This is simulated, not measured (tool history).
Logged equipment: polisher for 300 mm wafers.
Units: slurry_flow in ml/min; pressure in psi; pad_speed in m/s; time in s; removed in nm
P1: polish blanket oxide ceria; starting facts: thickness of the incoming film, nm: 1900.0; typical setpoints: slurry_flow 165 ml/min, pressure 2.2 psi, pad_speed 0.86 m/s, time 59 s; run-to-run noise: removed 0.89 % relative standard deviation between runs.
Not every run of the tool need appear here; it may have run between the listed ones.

| run | hour | slurry_flow | pressure | pad_speed | time | wafers polished on this pad | hours since the slurry nozzle was cleaned | hours since the head pressure was calibrated | removed |
|---|---|---|---|---|---|---|---|---|---|
| 1 | 12.6 | 165 | 2.2 | 0.86 | 59 | 874 | 187.3 | 238.8 | 174.240 |
| 2 | 21.2 | 165 | 2.2 | 0.86 | 59 | 975 | 195.9 | 247.4 | 176.010 |
| 3 | 38.3 | 165 | 2.2 | 0.86 | 82 | 1177 | 213.0 | 264.5 | 242.980 |
| 4 | 53.1 | 165 | 2.2 | 0.50 | 59 | 1352 | 227.8 | 279.3 | 100.080 |
| 5 | 61.3 | 165 | 3.0 | 0.86 | 27 | 1448 | 236.0 | 287.5 | 109.180 |
| 6 | 78.0 | 165 | 2.2 | 0.86 | 59 | 1645 | 252.7 | 304.2 | 174.720 |
| 7 | 91.2 | 165 | 2.2 | 0.86 | 38 | 1801 | 265.9 | 317.4 | 111.360 |
| 8 | 103.0 | 100 | 2.2 | 0.86 | 59 | 1940 | 277.7 | 329.2 | 155.630 |
| 9 | 116.0 | 165 | 2.2 | 0.86 | 59 | 2094 | 290.7 | 342.2 | 174.870 |
| 10 | 128.6 | 165 | 1.2 | 0.86 | 59 | 2242 | 303.3 | 354.8 | 94.698 |
| 11 | 145.1 | 165 | 2.2 | 0.86 | 59 | 2437 | 319.8 | 371.3 | 172.980 |
| 12 | 160.2 | 165 | 2.2 | 1.30 | 59 | 2615 | 334.9 | 386.4 | 260.940 |
| 13 | 169.8 | 165 | 3.2 | 0.86 | 59 | 2728 | 344.5 | 396.0 | 255.120 |
| 14 | 184.3 | 260 | 2.2 | 0.86 | 59 | 2899 | 359.0 | 410.5 | 185.690 |
| 15 | 197.2 | 110 | 2.2 | 1.18 | 59 | 3052 | 371.9 | 423.4 | 218.800 |
| 16 | 210.7 | 165 | 2.2 | 0.86 | 59 | 3211 | 385.4 | 436.9 | 173.470 |
| 17 | 226.7 | 165 | 2.2 | 0.86 | 59 | 3400 | 401.4 | 452.9 | 168.820 |
| 18 | 238.9 | 165 | 2.2 | 0.86 | 59 | 3544 | 413.6 | 465.1 | 168.950 |
| 19 | 253.6 | 165 | 2.2 | 0.86 | 59 | 3717 | 428.3 | 479.8 | 164.400 |
| 20 | 268.1 | 165 | 2.2 | 0.86 | 59 | 3888 | 442.8 | 494.3 | 166.510 |
| 21 | 275.6 | 165 | 2.2 | 0.86 | 59 | 3976 | 450.3 | 501.8 | 163.690 |
| 22 | 283.2 | 165 | 2.2 | 0.86 | 59 | 4066 | 457.9 | 509.4 | 159.670 |
|  | 284.0 | worn pad replaced by a new one |
| 23 | 298.6 | 165 | 2.2 | 0.86 | 59 | 172 | 473.3 | 524.8 | 161.740 |
| 24 | 309.5 | 165 | 2.2 | 0.86 | 59 | 301 | 484.2 | 535.7 | 164.390 |
| 25 | 325.4 | 165 | 2.2 | 0.86 | 59 | 488 | 500.1 | 551.6 | 160.840 |
| 26 | 338.2 | 165 | 2.2 | 0.86 | 59 | 639 | 512.9 | 564.4 | 163.300 |
| 27 | 346.4 | 165 | 2.2 | 0.86 | 59 | 736 | 521.1 | 572.6 | 163.850 |

The output of P1 has drifted from where it used to be. Each of the 2 causes below, taken at the size shown beside it, accounts for the log equally well:
A: slurry flow missing at the pad, % = 28.6
B: head's pressure below its setpoint, % = 6.03
The process output started creeping at around hour 210.7.
Every other cause this tool's parts could produce, and why it does not fit the log:
removal rate lost through wear of the pad, %: work on it at hour 284.0, done after the drift set in, did not restore what the process gave before

You are offered 4 check runs, listed below with question marks in place of their results; each one averages 5 wafers. Which run separates the listed causes by giving clearly different results for each?
| check 1 | 354.6 | 165 | 3.1 | 0.86 | 59 |  |  |  | ? |
| check 2 | 354.6 | 165 | 2.2 | 1.26 | 59 |  |  |  | ? |
| check 3 | 354.6 | 100 | 2.2 | 0.86 | 42 |  |  |  | ? |
| check 4 | 354.6 | 165 | 1.6 | 0.86 | 59 |  |  |  | ? |

What each check would give under each cause:
| check | result | if A | if B |
|---|---|---|---|
| check 1 | removed | 229.160 | 229.200 |
| check 2 | removed | 238.270 | 238.310 |
| check 3 | removed | 101.120 | 104.740 |
| check 4 | removed | 118.280 | 118.300 |
Per-check spread between the two closest causes, in the result where they differ most: check 1 0.02 %; check 2 0.02 %; check 3 3.52 %; check 4 0.02 %
Check 3 tells the causes apart: in the others they would give nearly the same result.

Then check 3 was run and gave: removed 100.430 nm. Which cause is it?

The cause is A: slurry flow missing at the pad, %.
